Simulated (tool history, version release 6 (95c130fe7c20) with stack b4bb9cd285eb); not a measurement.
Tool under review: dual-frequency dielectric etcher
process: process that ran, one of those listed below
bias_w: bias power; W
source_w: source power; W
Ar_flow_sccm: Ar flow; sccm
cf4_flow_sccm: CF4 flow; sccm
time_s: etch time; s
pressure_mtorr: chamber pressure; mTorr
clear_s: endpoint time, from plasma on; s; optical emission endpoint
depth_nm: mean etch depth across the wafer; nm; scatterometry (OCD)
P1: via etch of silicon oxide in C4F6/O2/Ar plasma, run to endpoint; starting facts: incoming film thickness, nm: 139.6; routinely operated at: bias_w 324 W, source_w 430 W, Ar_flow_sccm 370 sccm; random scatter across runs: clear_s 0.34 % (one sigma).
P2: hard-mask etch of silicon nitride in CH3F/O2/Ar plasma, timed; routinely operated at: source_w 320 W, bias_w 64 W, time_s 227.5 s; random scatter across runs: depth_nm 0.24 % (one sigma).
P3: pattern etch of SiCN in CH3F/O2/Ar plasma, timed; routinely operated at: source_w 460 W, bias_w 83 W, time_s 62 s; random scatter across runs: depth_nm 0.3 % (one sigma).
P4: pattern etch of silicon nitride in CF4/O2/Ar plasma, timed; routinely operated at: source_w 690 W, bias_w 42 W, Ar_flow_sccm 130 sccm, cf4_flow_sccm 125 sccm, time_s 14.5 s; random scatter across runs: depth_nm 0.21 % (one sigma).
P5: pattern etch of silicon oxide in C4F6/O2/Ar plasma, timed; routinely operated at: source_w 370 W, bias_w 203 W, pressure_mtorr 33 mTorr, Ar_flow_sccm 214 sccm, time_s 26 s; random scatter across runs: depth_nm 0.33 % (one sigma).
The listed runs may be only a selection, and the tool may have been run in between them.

run	hour	process	bias_w	source_w	Ar_flow_sccm	cf4_flow_sccm	time_s	pressure_mtorr	hours since the last wet clean	hours since the last bias power generator calibration	hours since the last source power generator calibration	hours since the last Ar flow controller change	clear_s	depth_nm
1	5.2	P1	324	430	370				212.9	1211.1	921.8	1719.2	35.844	
2	10.4	P4	42	690	130	125	14.5		218.1	1216.3	927	1724.4		34.173
3	13.4	P3	83	460			62		221.1	1219.3	930	1727.4		26.217
4	16.8	P1	380	430	446				224.5	1222.7	933.4	1730.8	34.639	
5	20.9	P1	453	430	370				228.6	1226.8	937.5	1734.9	31.884	
6	26.1	P5	203	370	214		26	33	233.8	1232	942.7	1740.1		83.938
7	31.5	P3	83	560			62		239.2	1237.4	948.1	1745.5		28.479
8	36.5	P3	83	460			62		244.2	1242.4	953.1	1750.5		26.425
9	40.6	P1	324	430	462				248.3	1246.5	957.2	1754.6	36.599	
10	46.4	P4	42	690	85	125	14.5		254.1	1252.3	963	1760.4		36.053
# hour 52.8: bias power generator calibrated
11	52.8	P2	48	320			227.5		260.5	0	969.4	1766.8		132.41
12	57.4	P2	64	430			227.5		265.1	4.6	974	1771.4		162.44
13	60.3	P4	42	690	130	80	14.5		268	7.5	976.9	1774.3		31.745
14	63.7	P1	324	430	260				271.4	10.9	980.3	1777.7	34.436	
15	66.5	P3	101	460			62		274.2	13.7	983.1	1780.5		28.26
16	72.3	P1	324	430	370				280	19.5	988.9	1786.3	35.768	
# hour 74.1: source power generator calibrated
17	76.2	P1	324	430	370				283.9	23.4	2.1	1790.2	35.82	
18	81.3	P4	42	690	130	125	9.5		289	28.5	7.2	1795.3		22.371
19	87.5	P5	203	370	214		26	33	295.2	34.7	13.4	1801.5		84.022
20	92.1	P5	203	370	304		26	33	299.8	39.3	18	1806.1		80.487
21	98.1	P1	262	430	370				305.8	45.3	24	1812.1	38.538	
22	101	P5	203	370	214		14.5	33	308.7	48.2	26.9	1815		47.082
23	106.4	P3	83	460			86		314.1	53.6	32.3	1820.4		36.508
24	112.1	P1	324	430	370				319.8	59.3	38	1826.1	35.91	
25	116.3	P5	203	440	214		26	33	324	63.5	42.2	1830.3		89.22
26	120.9	P5	203	370	214		26	44	328.6	68.1	46.8	1834.9		80.887
27	124.9	P2	64	320			332		332.6	72.1	50.8	1838.9		212.33
28	128.7	P1	452	600	370				336.4	75.9	54.6	1842.7	28.12	
29	134.2	P1	324	550	370				341.9	81.4	60.1	1848.2	32.466	
30	139.9	P2	64	320			227.5		347.6	87.1	65.8	1853.9		145.53
31	145.6	P4	55	690	130	125	14.5		353.3	92.8	71.5	1859.6		37.723
32	151.7	P1	259	520	370				359.4	98.9	77.6	1865.7	36.174	
33	157.7	P5	145	370	214		26	33	365.4	104.9	83.6	1871.7		75.608
34	163.3	P1	324	320	370				371	110.5	89.2	1877.3	40.062	
35	166.4	P1	324	430	370				374.1	113.6	92.3	1880.4	36.118	
36	169.8	P4	42	470	130	125	14.5		377.5	117	95.7	1883.8		24.442
37	174.3	P1	324	430	370				382	121.5	100.2	1888.3	35.681	
38	178.6	P1	324	430	370				386.3	125.8	104.5	1892.6	36.253	
39	184.3	P1	324	430	370				392	131.5	110.2	1898.3	36.382	
40	188.2	P1	324	430	370				395.9	135.4	114.1	1902.2	36.435	
41	192.2	P1	324	430	370				399.9	139.4	118.1	1906.2	36.552	
# hour 193.3: wet clean of the chamber
42	197.4	P1	324	430	370				4.1	144.6	123.3	1911.4	36.285	
43	201.3	P1	324	430	370				8	148.5	127.2	1915.3	36.684	

What P1 gives has crept off from where it sat before. The 2 causes that follow fit the log equally well, each at the size noted:
A: source power that arrives under what is set, % = 4.49
B: bias power that arrives under what is set, % = 4.87
The process output started creeping at around hour 174.3.
Ruled out, with reasons:
chamber walls in a state that lowers the etch rate, %: its service at hour 193.3 followed the start of the drift and did not put the process back to its old value
Ar flow that arrives over what is set, %: can reach only 8, and even then clear_s would move by +0.9 %, too little or the wrong way

The check runs listed below each take one wafer, and their results are still question marks. Under which run would the listed causes lead to clearly different results?
check 1	205.2	P4	42	690	130	125	14.5							?
check 2	205.2	P5	203	370	214		26	33						?
check 3	205.2	P2	64	320			227.5							?
check 4	205.2	P3	83	460			62							?

Outcome of each check run for each possible cause:
check	result	if A	if B
check 1	depth_nm	32.748	33.505
check 2	depth_nm	82.585	82.712
check 3	depth_nm	142.93	143.01
check 4	depth_nm	25.887	25.868
Separation of the two closest causes in each check, using whichever result separates them best: check 1 2.28 %; check 2 0.15 %; check 3 0.06 %; check 4 0.07 %
Only in check 1 would the causes give clearly different results; in the remaining checks their results would be nearly the same.

After running check 1, the following was obtained: depth_nm 32.756 nm. Which cause does this point to?

It is A: source power that arrives under what is set, %.
